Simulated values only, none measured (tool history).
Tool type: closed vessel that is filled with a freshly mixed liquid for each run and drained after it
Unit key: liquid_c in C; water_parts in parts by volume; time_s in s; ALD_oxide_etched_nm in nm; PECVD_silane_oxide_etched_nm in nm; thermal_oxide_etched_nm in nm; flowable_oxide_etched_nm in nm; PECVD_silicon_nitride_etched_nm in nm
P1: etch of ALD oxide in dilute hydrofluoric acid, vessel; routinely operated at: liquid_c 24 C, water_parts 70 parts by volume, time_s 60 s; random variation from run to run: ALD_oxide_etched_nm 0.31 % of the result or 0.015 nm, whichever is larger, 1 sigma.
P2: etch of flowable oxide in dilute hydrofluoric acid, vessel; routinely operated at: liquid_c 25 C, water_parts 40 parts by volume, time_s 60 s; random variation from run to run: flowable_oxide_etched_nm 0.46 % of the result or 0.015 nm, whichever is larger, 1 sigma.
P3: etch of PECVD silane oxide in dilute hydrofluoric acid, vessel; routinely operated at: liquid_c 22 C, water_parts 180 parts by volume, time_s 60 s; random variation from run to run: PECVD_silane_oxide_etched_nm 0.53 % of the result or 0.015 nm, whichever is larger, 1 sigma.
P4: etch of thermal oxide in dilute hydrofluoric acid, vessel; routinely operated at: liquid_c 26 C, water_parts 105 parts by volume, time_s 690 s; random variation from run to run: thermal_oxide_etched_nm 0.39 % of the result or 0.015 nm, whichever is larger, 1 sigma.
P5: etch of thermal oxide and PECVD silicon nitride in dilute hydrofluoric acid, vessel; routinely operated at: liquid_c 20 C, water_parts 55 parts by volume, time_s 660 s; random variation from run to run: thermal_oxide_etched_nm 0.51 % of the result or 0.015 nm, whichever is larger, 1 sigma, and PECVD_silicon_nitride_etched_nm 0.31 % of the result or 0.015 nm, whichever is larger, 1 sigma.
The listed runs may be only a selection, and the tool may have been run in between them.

run,hour,process,liquid_c,water_parts,time_s,hours since the thermometer was replaced,hours since the hydrofluoric acid flow meter was replaced,ALD_oxide_etched_nm,PECVD_silane_oxide_etched_nm,thermal_oxide_etched_nm,flowable_oxide_etched_nm,PECVD_silicon_nitride_etched_nm
1,5.3,P1,24,70,60,995.5,357.4,17.635,,,,
2,13.6,P3,22,180,60,1003.8,365.7,,11.434,,,
3,22.4,P1,24,70,60,1012.6,374.5,17.564,,,,
4,27.8,P4,26,105,690,1018,379.9,,,32.85,,
5,34,P1,24,70,60,1024.2,386.1,17.48,,,,
6,39.2,P2,25,40,30,1029.4,391.3,,,,49.731,
7,45.6,P5,20,95,660,1035.8,397.7,,,29.672,,13.376
8,53.2,P2,25,40,60,1043.4,405.3,,,,99.92,
9,57.4,P5,17,55,660,1047.6,409.5,,,46.975,,18.443
10,65.1,P2,25,70,60,1055.3,417.2,,,,54.531,
11,71.2,P4,26,175,690,1061.4,423.3,,,18.079,,
12,79.8,P1,24,70,60,1070,431.9,17.478,,,,
13,86.1,P1,24,70,90,1076.3,438.2,26.338,,,,
14,91.2,P1,17,70,60,1081.4,443.3,13.08,,,,
15,96.8,P2,18,40,60,1087,448.9,,,,73.788,
16,101.8,P1,24,40,60,1092,453.9,32.024,,,,
17,110.3,P4,26,105,1040,1100.5,462.4,,,49.236,,
18,115.8,P5,20,55,660,1106,467.9,,,53.713,,22.651
19,124.6,P1,20.5,125,60,1114.8,476.7,7.9387,,,,
20,131.4,P3,29,180,60,1121.6,483.5,,14.508,,,
21,136.6,P3,22,180,105,1126.8,488.7,,19.732,,,
22,144.5,P1,24,70,60,1134.7,496.6,17.475,,,,
23,149,P1,24,120,60,1139.2,501.1,9.6368,,,,
24,156.6,P1,31.5,120,60,1146.8,508.7,12.705,,,,
25,162.5,P1,24,70,30,1152.7,514.6,8.7859,,,,
26,168.7,P3,22,105,60,1158.9,520.8,,20.88,,,
27,176.2,P5,20,55,660,1166.4,528.3,,,53.679,,22.761
28,182.6,P1,32,70,60,1172.8,534.7,23.92,,,,
29,189.3,P3,22,180,60,1179.5,541.4,,11.246,,,
30,195.6,P4,30.5,105,690,1185.8,547.7,,,38.836,,
31,203.3,P1,24,70,60,1193.5,555.4,17.538,,,,
32,208,P2,25,40,60,1198.2,560.1,,,,98.666,
33,213.9,P5,20,55,975,1204.1,566,,,79.372,,33.523
34,218.5,P4,26,105,690,1208.7,570.6,,,33,,
35,227.2,P1,24,70,60,1217.4,579.3,17.561,,,,
36,233.7,P1,24,70,60,1223.9,585.8,18.121,,,,
37,238.3,P1,24,70,60,1228.5,590.4,18.3,,,,
38,244.3,P1,24,70,60,1234.5,596.4,18.63,,,,
39,253,P1,24,70,60,1243.2,605.1,18.888,,,,
40,257.3,P1,24,70,60,1247.5,609.4,19.028,,,,
41,262.9,P1,24,70,60,1253.1,615,19.043,,,,
42,268.8,P1,24,70,60,1259,620.9,18.964,,,,
43,276.3,P1,24,70,60,1266.5,628.4,19.147,,,,
44,282.3,P1,24,70,60,1272.5,634.4,19.158,,,,

What P1 gives has crept away from where it was. These 2 causes fit the log equally well, each at the size given:
A: hydrofluoric acid flow above the setpoint (%) = 8.27
B: liquid hotter than its thermometer reads (K) = 2.16
The creep began at about hour 227.2.

Each of the 4 check runs below uses one wafer; its results are left as question marks. Which run tells the causes apart?
check 1,288.3,P4,26,105,690,,,,,?,,
check 2,288.3,P2,25,40,60,,,,,,?,
check 3,288.3,P3,22,180,60,,,,?,,,
check 4,288.3,P5,20,55,660,,,,,?,,?

Check results expected under each cause:
check,result,if A,if B
check 1,thermal_oxide_etched_nm,35.851,35.605
check 2,flowable_oxide_etched_nm,107.7,108.17
check 3,PECVD_silane_oxide_etched_nm,12.386,12.234
check 4,thermal_oxide_etched_nm,58.564,58.926
check 4,PECVD_silicon_nitride_etched_nm,24.545,26.358
Per check, the gap between the least separated pair of causes, taken in the result that splits them most: check 1 0.69 %; check 2 0.44 %; check 3 1.23 %; check 4 7.12 %
Only in check 4 would the causes give clearly different results; in the remaining checks their results would be nearly the same.

Then check 4 was run and gave: thermal_oxide_etched_nm 59.389 nm; PECVD_silicon_nitride_etched_nm 26.425 nm. Which cause is it?

It was cause B: liquid hotter than its thermometer reads (K).
